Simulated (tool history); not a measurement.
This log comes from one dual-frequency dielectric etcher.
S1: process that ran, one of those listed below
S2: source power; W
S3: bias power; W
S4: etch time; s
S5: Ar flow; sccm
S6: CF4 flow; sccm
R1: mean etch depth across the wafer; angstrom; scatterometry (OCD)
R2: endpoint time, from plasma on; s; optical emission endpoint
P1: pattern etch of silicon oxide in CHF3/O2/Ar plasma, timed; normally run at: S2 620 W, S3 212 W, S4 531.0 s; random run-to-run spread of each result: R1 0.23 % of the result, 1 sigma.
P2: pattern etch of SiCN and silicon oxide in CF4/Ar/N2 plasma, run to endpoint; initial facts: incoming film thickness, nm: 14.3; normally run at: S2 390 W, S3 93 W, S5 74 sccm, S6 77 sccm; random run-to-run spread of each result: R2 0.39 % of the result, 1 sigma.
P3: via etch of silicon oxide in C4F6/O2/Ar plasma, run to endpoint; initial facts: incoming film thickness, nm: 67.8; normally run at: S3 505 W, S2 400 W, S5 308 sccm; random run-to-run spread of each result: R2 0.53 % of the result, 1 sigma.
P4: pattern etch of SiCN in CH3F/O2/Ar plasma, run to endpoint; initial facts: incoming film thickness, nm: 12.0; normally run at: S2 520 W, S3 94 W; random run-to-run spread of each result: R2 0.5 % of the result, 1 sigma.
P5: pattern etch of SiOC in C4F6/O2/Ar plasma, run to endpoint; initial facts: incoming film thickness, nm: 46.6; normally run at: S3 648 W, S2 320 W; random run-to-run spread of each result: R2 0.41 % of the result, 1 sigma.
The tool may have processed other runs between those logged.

| run | hour | S1 | S2 | S3 | S4 | S5 | S6 | R1 | R2 |
|---|---|---|---|---|---|---|---|---|---|
| 1 | 14.0 | P1 | 620 | 212 | 531.0 |  |  | 11124.0 |  |
| 2 | 27.0 | P3 | 300 | 505 |  | 308 |  |  | 16.356 |
| 3 | 39.1 | P5 | 320 | 908 |  |  |  |  | 13.643 |
| 4 | 54.9 | P1 | 620 | 124 | 531.0 |  |  | 9303.4 |  |
| 5 | 70.0 | P1 | 620 | 262 | 531.0 |  |  | 11975.0 |  |
| 6 | 84.0 | P2 | 390 | 93 |  | 74 | 77 |  | 16.751 |
| 7 | 94.7 | P3 | 400 | 505 |  | 419 |  |  | 15.299 |
| 8 | 105.3 | P1 | 870 | 212 | 531.0 |  |  | 12652.0 |  |
| 9 | 117.3 | P3 | 400 | 505 |  | 308 |  |  | 14.623 |
| 10 | 134.2 | P2 | 390 | 114 |  | 74 | 77 |  | 15.510 |
| 11 | 144.8 | P4 | 520 | 133 |  |  |  |  | 22.687 |
| 12 | 161.6 | P5 | 320 | 648 |  |  |  |  | 15.567 |
| 13 | 172.1 | P1 | 810 | 279 | 531.0 |  |  | 13517.0 |  |
| 14 | 181.7 | P1 | 620 | 212 | 531.0 |  |  | 11095.0 |  |
| 15 | 192.2 | P1 | 620 | 212 | 531.0 |  |  | 11095.0 |  |
| 16 | 207.3 | P5 | 190 | 648 |  |  |  |  | 18.784 |
| 17 | 218.1 | P2 | 500 | 93 |  | 74 | 77 |  | 13.472 |
| 18 | 231.4 | P1 | 620 | 212 | 729.5 |  |  | 15255.0 |  |
| 19 | 245.5 | P1 | 360 | 212 | 531.0 |  |  | 9053.3 |  |
| 20 | 260.3 | P4 | 410 | 94 |  |  |  |  | 28.265 |
| 21 | 268.4 | P2 | 390 | 93 |  | 59 | 77 |  | 16.286 |
| 22 | 285.6 | P4 | 520 | 94 |  |  |  |  | 26.036 |
| 23 | 293.1 | P1 | 620 | 270 | 655.5 |  |  | 14899.0 |  |
| 24 | 307.9 | P2 | 390 | 93 |  | 74 | 109 |  | 16.129 |
| 25 | 317.3 | P3 | 400 | 376 |  | 308 |  |  | 16.410 |
| 26 | 327.4 | P1 | 620 | 212 | 373.0 |  |  | 7819.7 |  |
| 27 | 342.4 | P4 | 520 | 94 |  |  |  |  | 25.983 |
| 28 | 351.0 | P1 | 620 | 212 | 531.0 |  |  | 11089.0 |  |
| 29 | 365.6 | P1 | 620 | 212 | 531.0 |  |  | 11109.0 |  |
| 30 | 374.8 | P1 | 620 | 212 | 531.0 |  |  | 11084.0 |  |
| 31 | 386.3 | P1 | 620 | 212 | 531.0 |  |  | 11036.0 |  |
| 32 | 400.3 | P1 | 620 | 212 | 531.0 |  |  | 11028.0 |  |
| 33 | 412.1 | P1 | 620 | 212 | 531.0 |  |  | 10968.0 |  |
| 34 | 428.3 | P1 | 620 | 212 | 531.0 |  |  | 11000.0 |  |
|  | 437.5 | wet clean of the chamber |
| 35 | 443.2 | P1 | 620 | 212 | 531.0 |  |  | 10935.0 |  |
| 36 | 450.7 | P1 | 620 | 212 | 531.0 |  |  | 10965.0 |  |
| 37 | 461.5 | P1 | 620 | 212 | 531.0 |  |  | 10967.0 |  |
| 38 | 471.3 | P1 | 620 | 212 | 531.0 |  |  | 10917.0 |  |

P1 no longer gives what it gave before; its output has crept away from where it was. The following 2 causes, each at its listed size, fit the log equally well:
A: source power that arrives under what is set, % = 3.74
B: bias power that arrives under what is set, % = 4.1
The process output started creeping at around hour 365.6.
Excluded causes, each with its reason:
chamber walls in a state that lowers the etch rate, %: serviced at hour 437.5, after the drift had started, without restoring the earlier output

You are offered 4 check runs, listed below with question marks in place of their results; each one averages 2 wafers. Which run separates the listed causes by giving clearly different results for each?
| check 1 | 481.1 | P3 | 400 | 505 |  | 366 |  |  | ? |
| check 2 | 481.1 | P5 | 200 | 648 |  |  |  |  | ? |
| check 3 | 481.1 | P4 | 440 | 124 |  |  |  |  | ? |
| check 4 | 481.1 | P2 | 500 | 93 |  | 74 | 105 |  | ? |

Expected result of each check under each candidate cause:
| check | result | if A | if B |
|---|---|---|---|
| check 1 | R2 | 15.168 | 15.192 |
| check 2 | R2 | 18.731 | 18.785 |
| check 3 | R2 | 25.255 | 25.314 |
| check 4 | R2 | 13.383 | 13.114 |
How far apart the two closest causes lie, in the result that separates them most: check 1 0.16 %; check 2 0.29 %; check 3 0.23 %; check 4 2.04 %
The causes can be told apart only by check 4. The other checks would give nearly the same results under each of them.

With check 4 done, the readings were: R2 13.075 s. Identify which of the listed causes applies.

The correct cause is B, namely: bias power that arrives under what is set, %.

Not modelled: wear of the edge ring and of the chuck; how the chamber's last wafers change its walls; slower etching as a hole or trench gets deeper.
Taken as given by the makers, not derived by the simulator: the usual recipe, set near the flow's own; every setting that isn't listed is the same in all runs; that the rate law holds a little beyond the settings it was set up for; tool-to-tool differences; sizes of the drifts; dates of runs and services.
